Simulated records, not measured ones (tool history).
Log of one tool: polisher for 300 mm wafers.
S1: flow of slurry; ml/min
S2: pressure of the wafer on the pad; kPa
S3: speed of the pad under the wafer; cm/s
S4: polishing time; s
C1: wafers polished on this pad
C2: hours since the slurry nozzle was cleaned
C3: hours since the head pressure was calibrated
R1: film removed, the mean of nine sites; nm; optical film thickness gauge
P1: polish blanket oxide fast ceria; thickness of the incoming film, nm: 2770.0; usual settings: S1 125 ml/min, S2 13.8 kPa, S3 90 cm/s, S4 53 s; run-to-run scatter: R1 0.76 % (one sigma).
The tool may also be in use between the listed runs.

{"run": 1, "hour": 8.0, "S1": 125, "S2": 13.8, "S3": 90, "S4": 53, "C1": 189, "C2": 501.5, "C3": 616.2, "R1": 595.72}
{"run": 2, "hour": 15.8, "S1": 125, "S2": 13.8, "S3": 90, "S4": 53, "C1": 248, "C2": 509.3, "C3": 624, "R1": 604.53}
{"run": 3, "hour": 21.9, "S1": 125, "S2": 13.8, "S3": 90, "S4": 53, "C1": 294, "C2": 515.4, "C3": 630.1, "R1": 603.84}
{"run": 4, "hour": 33.0, "S1": 80, "S2": 13.8, "S3": 90, "S4": 53, "C1": 377, "C2": 526.5, "C3": 641.2, "R1": 537.11}
{"run": 5, "hour": 40.4, "S1": 125, "S2": 13.8, "S3": 90, "S4": 81, "C1": 433, "C2": 533.9, "C3": 648.6, "R1": 927.82}
{"run": 6, "hour": 48.5, "S1": 125, "S2": 13.8, "S3": 40, "S4": 53, "C1": 494, "C2": 542, "C3": 656.7, "R1": 266.59}
{"run": 7, "hour": 56.8, "S1": 125, "S2": 17.9, "S3": 90, "S4": 53, "C1": 556, "C2": 550.3, "C3": 665, "R1": 787.92}
{"run": 8, "hour": 67.5, "S1": 75, "S2": 13.8, "S3": 50, "S4": 53, "C1": 637, "C2": 561, "C3": 675.7, "R1": 295.6}
{"run": 9, "hour": 73.9, "S1": 125, "S2": 13.8, "S3": 124, "S4": 53, "C1": 685, "C2": 567.4, "C3": 682.1, "R1": 831.16}
{"run": 10, "hour": 85.5, "S1": 125, "S2": 13.8, "S3": 90, "S4": 53, "C1": 772, "C2": 579, "C3": 693.7, "R1": 608.87}
{"run": 11, "hour": 91.5, "S1": 125, "S2": 13.8, "S3": 90, "S4": 53, "C1": 817, "C2": 585, "C3": 699.7, "R1": 610.44}
{"run": 12, "hour": 99.1, "S1": 185, "S2": 13.8, "S3": 90, "S4": 53, "C1": 874, "C2": 592.6, "C3": 707.3, "R1": 646.77}
{"run": 13, "hour": 107.7, "S1": 125, "S2": 7.6, "S3": 90, "S4": 53, "C1": 939, "C2": 601.2, "C3": 715.9, "R1": 335.32}
{"run": 14, "hour": 114.2, "S1": 125, "S2": 13.8, "S3": 90, "S4": 53, "C1": 988, "C2": 607.7, "C3": 722.4, "R1": 601.04}
{"run": 15, "hour": 126.8, "S1": 125, "S2": 13.8, "S3": 90, "S4": 24, "C1": 1083, "C2": 620.3, "C3": 735, "R1": 273.23}
{"run": 16, "hour": 134.6, "S1": 125, "S2": 13.8, "S3": 90, "S4": 53, "C1": 1141, "C2": 628.1, "C3": 742.8, "R1": 607.52}
{"run": 17, "hour": 145.0, "S1": 125, "S2": 13.8, "S3": 90, "S4": 53, "C1": 1219, "C2": 638.5, "C3": 753.2, "R1": 576.55}
{"run": 18, "hour": 151.5, "S1": 125, "S2": 13.8, "S3": 90, "S4": 53, "C1": 1268, "C2": 645, "C3": 759.7, "R1": 576.15}
{"run": 19, "hour": 160.4, "S1": 125, "S2": 13.8, "S3": 90, "S4": 53, "C1": 1335, "C2": 653.9, "C3": 768.6, "R1": 561.04}
{"hour": 165.9, "done": "head pressure recalibrated"}
{"run": 20, "hour": 167.1, "S1": 125, "S2": 13.8, "S3": 90, "S4": 53, "C1": 1385, "C2": 660.6, "C3": 1.3, "R1": 572.71}
{"run": 21, "hour": 180.1, "S1": 125, "S2": 13.8, "S3": 90, "S4": 53, "C1": 1483, "C2": 673.6, "C3": 14.3, "R1": 559.05}
{"run": 22, "hour": 193.3, "S1": 125, "S2": 13.8, "S3": 90, "S4": 53, "C1": 1582, "C2": 686.8, "C3": 27.5, "R1": 551.85}

Forecast run 23:
{"run": 23, "hour": 200.0, "S1": 125, "S2": 13.8, "S3": 90, "S4": 53, "C1": 1633, "C2": 693.5, "C3": 34.2, "R1": "?"}

R1: 551.94 nm
